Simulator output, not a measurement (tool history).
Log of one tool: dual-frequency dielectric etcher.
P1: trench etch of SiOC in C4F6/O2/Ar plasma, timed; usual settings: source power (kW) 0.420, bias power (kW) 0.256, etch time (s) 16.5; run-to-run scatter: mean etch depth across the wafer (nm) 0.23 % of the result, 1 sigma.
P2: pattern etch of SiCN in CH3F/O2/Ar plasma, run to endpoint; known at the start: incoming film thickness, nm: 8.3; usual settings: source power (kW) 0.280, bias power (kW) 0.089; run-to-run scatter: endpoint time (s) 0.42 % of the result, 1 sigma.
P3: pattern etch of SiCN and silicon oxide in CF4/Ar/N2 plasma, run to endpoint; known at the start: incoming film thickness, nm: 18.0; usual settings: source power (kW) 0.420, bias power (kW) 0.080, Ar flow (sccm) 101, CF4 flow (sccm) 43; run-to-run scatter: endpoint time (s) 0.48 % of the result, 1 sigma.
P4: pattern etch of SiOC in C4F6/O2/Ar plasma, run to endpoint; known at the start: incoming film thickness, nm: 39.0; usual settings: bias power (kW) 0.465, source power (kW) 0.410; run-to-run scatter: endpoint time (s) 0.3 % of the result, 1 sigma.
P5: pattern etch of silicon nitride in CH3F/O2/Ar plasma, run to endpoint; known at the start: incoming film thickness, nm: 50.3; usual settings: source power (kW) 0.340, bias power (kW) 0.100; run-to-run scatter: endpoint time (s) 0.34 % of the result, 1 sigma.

| run | hour | process that ran | source power (kW) | bias power (kW) | etch time (s) | Ar flow (sccm) | CF4 flow (sccm) | mean etch depth across the wafer (nm) | endpoint time (s) |
|---|---|---|---|---|---|---|---|---|---|
| 1 | 9.5 | P1 | 0.420 | 0.256 | 16.5 |  |  | 39.793 |  |
| 2 | 18.7 | P5 | 0.340 | 0.100 |  |  |  |  | 68.228 |
| 3 | 30.2 | P1 | 0.420 | 0.256 | 16.5 |  |  | 39.776 |  |
| 4 | 37.2 | P4 | 0.410 | 0.465 |  |  |  |  | 13.642 |
| 5 | 43.9 | P1 | 0.420 | 0.172 | 16.5 |  |  | 35.152 |  |
| 6 | 55.2 | P1 | 0.280 | 0.256 | 16.5 |  |  | 34.203 |  |
| 7 | 64.0 | P3 | 0.260 | 0.080 |  | 101 | 43 |  | 35.027 |
| 8 | 70.3 | P1 | 0.420 | 0.256 | 16.5 |  |  | 39.833 |  |
| 9 | 78.7 | P3 | 0.420 | 0.080 |  | 101 | 43 |  | 23.317 |
| 10 | 86.9 | P3 | 0.420 | 0.050 |  | 101 | 43 |  | 27.656 |
| 11 | 96.8 | P1 | 0.420 | 0.316 | 16.5 |  |  | 42.844 |  |
| 12 | 104.1 | P1 | 0.290 | 0.173 | 16.5 |  |  | 30.330 |  |
| 13 | 110.3 | P3 | 0.420 | 0.080 |  | 101 | 61 |  | 22.026 |
| 14 | 121.6 | P2 | 0.280 | 0.054 |  |  |  |  | 27.508 |
| 15 | 129.0 | P2 | 0.350 | 0.089 |  |  |  |  | 21.075 |
| 16 | 140.4 | P1 | 0.420 | 0.256 | 16.5 |  |  | 39.697 |  |
| 17 | 152.0 | P4 | 0.410 | 0.339 |  |  |  |  | 15.351 |
| 18 | 161.5 | P5 | 0.470 | 0.100 |  |  |  |  | 60.716 |
|  | 164.1 | wet clean of the chamber |
| 19 | 171.0 | P2 | 0.280 | 0.089 |  |  |  |  | 23.181 |
| 20 | 180.8 | P5 | 0.340 | 0.100 |  |  |  |  | 68.488 |
| 21 | 192.2 | P1 | 0.420 | 0.256 | 16.5 |  |  | 39.842 |  |
| 22 | 203.0 | P3 | 0.420 | 0.080 |  | 101 | 43 |  | 23.329 |
| 23 | 213.0 | P4 | 0.560 | 0.465 |  |  |  |  | 12.202 |
| 24 | 225.6 | P5 | 0.340 | 0.126 |  |  |  |  | 62.624 |
| 25 | 235.0 | P3 | 0.420 | 0.080 |  | 67 | 43 |  | 21.825 |
| 26 | 243.8 | P1 | 0.570 | 0.256 | 16.5 |  |  | 44.835 |  |
| 27 | 249.6 | P1 | 0.420 | 0.256 | 9.5 |  |  | 22.965 |  |
| 28 | 262.2 | P2 | 0.280 | 0.089 |  |  |  |  | 23.008 |
| 29 | 273.9 | P1 | 0.420 | 0.256 | 16.5 |  |  | 39.775 |  |
| 30 | 282.0 | P1 | 0.420 | 0.256 | 21.0 |  |  | 50.558 |  |
| 31 | 288.6 | P1 | 0.420 | 0.256 | 16.5 |  |  | 39.864 |  |
| 32 | 298.3 | P1 | 0.420 | 0.256 | 16.5 |  |  | 39.606 |  |
| 33 | 310.0 | P1 | 0.420 | 0.256 | 16.5 |  |  | 39.506 |  |
| 34 | 322.0 | P1 | 0.420 | 0.256 | 16.5 |  |  | 39.404 |  |
| 35 | 330.1 | P1 | 0.420 | 0.256 | 16.5 |  |  | 39.396 |  |
| 36 | 338.2 | P1 | 0.420 | 0.256 | 16.5 |  |  | 39.315 |  |
| 37 | 346.1 | P1 | 0.420 | 0.256 | 16.5 |  |  | 39.217 |  |
| 38 | 353.2 | P1 | 0.420 | 0.256 | 16.5 |  |  | 39.363 |  |
|  | 363.4 | wet clean of the chamber |
| 39 | 366.0 | P1 | 0.420 | 0.256 | 16.5 |  |  | 39.259 |  |
| 40 | 376.6 | P1 | 0.420 | 0.256 | 16.5 |  |  | 39.399 |  |
| 41 | 388.1 | P1 | 0.420 | 0.256 | 16.5 |  |  | 39.162 |  |
| 42 | 396.2 | P1 | 0.420 | 0.256 | 16.5 |  |  | 39.265 |  |

What P1 gives has crept away from where it was. These 2 causes fit the log equally well, each at the size given:
A: source power that arrives under what is set, % = 3.77
B: bias power that arrives under what is set, % = 4.25
The creep began at about hour 288.6.
Why every other cause is out:
chamber walls in a state that lowers the etch rate, %: serviced at hour 363.4, which brought nothing back

4 check runs are offered, each on 3 wafers whose results are averaged, their results left as question marks. Which one tells the causes apart?
| check 1 | 404.3 | P5 | 0.430 | 0.100 |  |  |  |  | ? |
| check 2 | 404.3 | P2 | 0.280 | 0.057 |  |  |  |  | ? |
| check 3 | 404.3 | P3 | 0.420 | 0.051 |  | 101 | 60 |  | ? |
| check 4 | 404.3 | P4 | 0.560 | 0.340 |  |  |  |  | ? |

What each check would give under each cause:
| check | result | if A | if B |
|---|---|---|---|
| check 1 | endpoint time (s) | 63.649 | 63.743 |
| check 2 | endpoint time (s) | 27.517 | 27.527 |
| check 3 | endpoint time (s) | 26.654 | 26.121 |
| check 4 | endpoint time (s) | 13.788 | 13.793 |
How far apart the two closest causes lie, in the result that separates them most: check 1 0.15 %; check 2 0.04 %; check 3 2.02 %; check 4 0.04 %
Check 3 tells the causes apart: in the others they would give nearly the same result.

Then check 3 was run and gave: endpoint time (s) 26.643. Which cause is it?

It is A: source power that arrives under what is set, %.
